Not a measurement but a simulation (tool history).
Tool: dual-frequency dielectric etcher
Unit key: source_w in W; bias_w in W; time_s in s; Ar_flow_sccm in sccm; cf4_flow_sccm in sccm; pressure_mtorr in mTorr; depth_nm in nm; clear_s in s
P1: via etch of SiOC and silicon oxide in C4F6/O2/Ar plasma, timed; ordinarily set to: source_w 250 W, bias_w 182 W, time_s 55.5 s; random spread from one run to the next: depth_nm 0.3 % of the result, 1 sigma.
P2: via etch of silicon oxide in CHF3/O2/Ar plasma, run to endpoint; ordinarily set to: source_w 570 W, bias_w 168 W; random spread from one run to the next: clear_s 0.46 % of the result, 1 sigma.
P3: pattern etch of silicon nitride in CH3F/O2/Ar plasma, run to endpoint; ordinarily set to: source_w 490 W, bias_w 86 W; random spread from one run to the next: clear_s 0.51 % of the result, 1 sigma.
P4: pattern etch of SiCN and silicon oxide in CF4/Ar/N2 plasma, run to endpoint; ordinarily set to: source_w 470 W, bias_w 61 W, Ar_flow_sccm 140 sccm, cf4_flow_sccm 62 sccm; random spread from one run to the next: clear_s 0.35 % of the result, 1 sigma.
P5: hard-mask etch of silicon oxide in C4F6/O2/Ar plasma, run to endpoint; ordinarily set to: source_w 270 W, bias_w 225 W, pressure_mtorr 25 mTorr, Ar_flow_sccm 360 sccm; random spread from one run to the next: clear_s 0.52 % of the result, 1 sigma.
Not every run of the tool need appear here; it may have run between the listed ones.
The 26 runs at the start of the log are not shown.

run,hour,process,source_w,bias_w,time_s,Ar_flow_sccm,cf4_flow_sccm,pressure_mtorr,depth_nm,clear_s
27,86.8,P1,250,182,55.5,,,,52.055,
28,89.7,P1,250,182,55.5,,,,51.98,
29,93.4,P1,150,182,76,,,,58.498,
30,96.9,P1,330,182,55.5,,,,58.077,
31,100.8,P3,490,86,,,,,,71.98
32,103.8,P1,250,182,55.5,,,,51.79,
33,108,P4,650,61,,140,62,,,10.884
34,110.6,P1,250,182,31.5,,,,29.576,
35,112.6,P1,250,232,55.5,,,,56.433,
36,115.3,P1,250,182,55.5,,,,51.94,

The next listed run, before its measurement:
37,119.6,P1,250,182,55.5,,,,?,

depth_nm: 52.34 nm
